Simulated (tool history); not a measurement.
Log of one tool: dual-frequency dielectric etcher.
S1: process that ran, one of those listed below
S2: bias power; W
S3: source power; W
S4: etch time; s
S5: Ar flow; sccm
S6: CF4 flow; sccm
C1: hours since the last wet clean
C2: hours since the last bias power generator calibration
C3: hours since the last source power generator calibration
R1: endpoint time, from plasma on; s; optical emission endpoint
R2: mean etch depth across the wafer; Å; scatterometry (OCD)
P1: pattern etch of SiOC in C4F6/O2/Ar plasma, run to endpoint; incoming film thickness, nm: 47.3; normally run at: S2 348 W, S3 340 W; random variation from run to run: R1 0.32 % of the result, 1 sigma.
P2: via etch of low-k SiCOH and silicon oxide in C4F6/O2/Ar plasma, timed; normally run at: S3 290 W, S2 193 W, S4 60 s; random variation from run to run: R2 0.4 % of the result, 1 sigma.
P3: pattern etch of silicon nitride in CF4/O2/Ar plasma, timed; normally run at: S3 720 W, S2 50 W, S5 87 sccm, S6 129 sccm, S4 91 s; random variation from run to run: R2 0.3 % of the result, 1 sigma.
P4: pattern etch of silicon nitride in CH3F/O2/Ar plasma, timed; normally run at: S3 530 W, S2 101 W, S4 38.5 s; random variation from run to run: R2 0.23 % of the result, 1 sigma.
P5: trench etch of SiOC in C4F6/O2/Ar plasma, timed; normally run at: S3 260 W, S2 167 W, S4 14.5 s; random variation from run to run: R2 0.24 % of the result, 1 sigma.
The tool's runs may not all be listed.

run   hour  S1   S2   S3    S4   S5   S6     C1      C2      C3      R1      R2
  1      7  P1  348  340                  276.1  1370.7  1093.4  19.389
  2   14.3  P4  101  530  38.5            283.4    1378  1100.7          342.83
  3   18.9  P2  193  290    60              288  1382.6  1105.3          1427.6
  4   26.4  P1  348  340                  295.5  1390.1  1112.8  19.505
  5   32.4  P5  167  260  14.5            301.5  1396.1  1118.8          247.15
  6   36.5  P3   50  720    91  119  129  305.6  1400.2  1122.9          2369.3
  7   42.5  P4   65  530  38.5            311.6  1406.2  1128.9          295.13
  8   46.1  P5  167  260    22            315.2  1409.8  1132.5          375.76
  9   49.4  P2  193  400    60            318.5  1413.1  1135.8          1611.8
 10     54  P1  348  340                  323.1  1417.7  1140.4    19.4
 11   59.1  P5  167  200  14.5            328.2  1422.8  1145.5          223.68
 12   66.5  P3   50  720    91   87  175  335.6  1430.2  1152.9            2534
 13   70.1  P4  101  330  38.5            339.2  1433.8  1156.5          288.47
 14   76.4  P3   50  720    50   87  129  345.5  1440.1  1162.8          1342.5
 15   82.4  P4  101  530    53            351.5  1446.1  1168.8           474.2
 16   89.8  P3   50  720    91   87  129  358.9  1453.5  1176.2          2442.9
 17   96.2  P3   59  720    91   87  129  365.3  1459.9  1182.6          2600.9
 18  103.3  P1  348  340                  372.4    1467  1189.7  19.404
 19    107  P2  193  290  89.5            376.1  1470.7  1193.4          2118.1
 20  112.6  P3   50  450    91   87  129  381.7  1476.3    1199          1623.6
 21  116.3  P1  284  340                  385.4    1480  1202.7  20.779
 22  123.1  P1  348  340                  392.2  1486.8  1209.5  19.394
 23  129.6  P1  348  340                  398.7  1493.3    1216   19.48
 24  134.4  P2  229  290    60            403.5  1498.1  1220.8          1516.9
 25  138.3  P1  348  270                  407.4    1502  1224.7  21.182
 26  142.1  P5  213  260  14.5            411.2  1505.8  1228.5          268.78
 27  148.5  P1  348  340                  417.6  1512.2  1234.9  19.292
     150.5  -- wet clean of the chamber
 28    156  P1  457  260                    5.5  1519.7  1242.4  19.325
 29  163.6  P1  472  340                   13.1  1527.3    1250  17.341
 30    167  P1  348  430                   16.5  1530.7  1253.4  17.824
 31  170.9  P4  101  530  38.5             20.4  1534.6  1257.3          343.51
 32  175.1  P1  348  340                   24.6  1538.8  1261.5  19.483
 33  180.6  P1  348  340                   30.1  1544.3    1267  19.503
 34  187.7  P1  348  340                   37.2  1551.4  1274.1  19.631
     191.2  -- wet clean of the chamber
 35  193.7  P1  348  340                    2.6  1557.4  1280.1  19.753
 36  201.3  P1  348  340                   10.2    1565  1287.7  19.696
 37  206.5  P1  348  340                   15.4  1570.2  1292.9  19.822
 38  213.6  P1  348  340                   22.5  1577.3    1300   19.73
 39  218.7  P1  348  340                   27.6  1582.4  1305.1  19.801

What P1 gives has crept away from where it was. These 2 causes fit the log equally well, each at the size given:
A: source power that arrives under what is set, % = 4.23
B: bias power that arrives under what is set, % = 4.45
The creep began at about hour 175.1.
Why every other cause is out:
chamber walls in a state that lowers the etch rate, %: serviced at hour 191.2, which brought nothing back

4 check runs are offered, one wafer each, their results left as question marks. Which one tells the causes apart?
check 1  223.8  P2  193  380  83.5                            ?
check 2  223.8  P5  193  260  21.5                            ?
check 3  223.8  P3   50  530    91  87  173                   ?
check 4  223.8  P4  101  370  38.5                            ?

What each check would give under each cause:
  check  result    if A    if B
check 1      R2  2167.2  2171.9
check 2      R2  377.75  378.35
check 3      R2  1853.9  1895.9
check 4      R2  295.52  295.31
How far apart the two closest causes lie, in the result that separates them most: check 1 0.22 %; check 2 0.16 %; check 3 2.24 %; check 4 0.07 %
Only check 3 tells the causes apart: in the others they would give nearly the same result.

Then check 3 was run and gave: R2 1893.8 Å. Which cause is it?

It is B: bias power that arrives under what is set, %.
